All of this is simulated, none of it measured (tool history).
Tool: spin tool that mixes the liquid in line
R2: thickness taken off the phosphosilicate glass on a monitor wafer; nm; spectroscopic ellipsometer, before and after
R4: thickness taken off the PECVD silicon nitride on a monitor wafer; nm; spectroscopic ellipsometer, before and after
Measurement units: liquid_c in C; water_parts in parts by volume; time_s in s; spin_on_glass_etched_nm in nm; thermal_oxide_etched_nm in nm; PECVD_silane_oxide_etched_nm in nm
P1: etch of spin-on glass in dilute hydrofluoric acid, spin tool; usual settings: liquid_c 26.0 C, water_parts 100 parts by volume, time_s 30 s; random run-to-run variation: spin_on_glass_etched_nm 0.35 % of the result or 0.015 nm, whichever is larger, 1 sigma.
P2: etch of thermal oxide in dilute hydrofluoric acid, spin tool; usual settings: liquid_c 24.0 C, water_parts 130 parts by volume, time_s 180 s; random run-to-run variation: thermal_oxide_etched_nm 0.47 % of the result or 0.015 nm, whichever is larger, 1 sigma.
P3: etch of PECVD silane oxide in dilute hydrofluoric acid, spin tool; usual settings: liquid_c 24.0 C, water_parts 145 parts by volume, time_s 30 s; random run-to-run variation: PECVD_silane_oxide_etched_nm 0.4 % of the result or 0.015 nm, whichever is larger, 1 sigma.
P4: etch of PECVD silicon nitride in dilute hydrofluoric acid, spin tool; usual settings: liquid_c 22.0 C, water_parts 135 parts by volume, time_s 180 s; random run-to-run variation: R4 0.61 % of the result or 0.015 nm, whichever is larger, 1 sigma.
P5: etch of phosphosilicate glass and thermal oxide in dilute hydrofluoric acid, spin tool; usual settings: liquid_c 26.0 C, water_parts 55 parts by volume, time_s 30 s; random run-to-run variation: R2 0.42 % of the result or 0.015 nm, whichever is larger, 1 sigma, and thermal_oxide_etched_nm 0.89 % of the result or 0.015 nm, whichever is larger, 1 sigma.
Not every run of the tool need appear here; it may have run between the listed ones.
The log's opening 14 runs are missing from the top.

{"run": 15, "hour": 99.9, "process": "P1", "liquid_c": 26.0, "water_parts": 100, "time_s": 30, "spin_on_glass_etched_nm": 9.9774}
{"run": 16, "hour": 107.1, "process": "P4", "liquid_c": 29.0, "water_parts": 135, "time_s": 180, "R4": 8.9703}
{"run": 17, "hour": 111.9, "process": "P2", "liquid_c": 24.0, "water_parts": 130, "time_s": 80, "thermal_oxide_etched_nm": 2.9151}
{"run": 18, "hour": 117.9, "process": "P1", "liquid_c": 26.0, "water_parts": 100, "time_s": 30, "spin_on_glass_etched_nm": 9.9926}
{"run": 19, "hour": 125.5, "process": "P5", "liquid_c": 21.5, "water_parts": 55, "time_s": 30, "R2": 103.66, "thermal_oxide_etched_nm": 2.4238}
{"run": 20, "hour": 132.5, "process": "P3", "liquid_c": 24.0, "water_parts": 145, "time_s": 50, "PECVD_silane_oxide_etched_nm": 15.542}
{"run": 21, "hour": 140.9, "process": "P5", "liquid_c": 26.0, "water_parts": 55, "time_s": 30, "R2": 124.22, "thermal_oxide_etched_nm": 2.9646}
{"run": 22, "hour": 149.5, "process": "P1", "liquid_c": 26.0, "water_parts": 100, "time_s": 15, "spin_on_glass_etched_nm": 4.9793}
{"run": 23, "hour": 155.6, "process": "P3", "liquid_c": 24.0, "water_parts": 210, "time_s": 30, "PECVD_silane_oxide_etched_nm": 5.9841}
{"run": 24, "hour": 160.1, "process": "P2", "liquid_c": 24.0, "water_parts": 130, "time_s": 180, "thermal_oxide_etched_nm": 6.5601}
{"run": 25, "hour": 165.0, "process": "P3", "liquid_c": 24.0, "water_parts": 145, "time_s": 30, "PECVD_silane_oxide_etched_nm": 9.3411}
{"run": 26, "hour": 172.6, "process": "P3", "liquid_c": 29.5, "water_parts": 145, "time_s": 30, "PECVD_silane_oxide_etched_nm": 11.526}
{"run": 27, "hour": 178.6, "process": "P4", "liquid_c": 22.0, "water_parts": 235, "time_s": 180, "R4": 3.391}
{"run": 28, "hour": 186.3, "process": "P1", "liquid_c": 26.0, "water_parts": 40, "time_s": 30, "spin_on_glass_etched_nm": 27.276}
{"run": 29, "hour": 192.0, "process": "P1", "liquid_c": 30.0, "water_parts": 135, "time_s": 30, "spin_on_glass_etched_nm": 8.1739}
{"run": 30, "hour": 196.1, "process": "P4", "liquid_c": 22.0, "water_parts": 135, "time_s": 180, "R4": 5.8286}
{"run": 31, "hour": 201.1, "process": "P5", "liquid_c": 26.0, "water_parts": 25, "time_s": 30, "R2": 284.48, "thermal_oxide_etched_nm": 6.8008}
{"run": 32, "hour": 206.3, "process": "P1", "liquid_c": 26.0, "water_parts": 100, "time_s": 30, "spin_on_glass_etched_nm": 10.015}
{"run": 33, "hour": 213.2, "process": "P5", "liquid_c": 26.0, "water_parts": 55, "time_s": 15, "R2": 62.402, "thermal_oxide_etched_nm": 1.4639}

What does the tool deliver on the next run?
{"run": 34, "hour": 217.4, "process": "P1", "liquid_c": 26.0, "water_parts": 100, "time_s": 60, "spin_on_glass_etched_nm": "?"}

{"run 34": {"spin_on_glass_etched_nm": 19.877}}
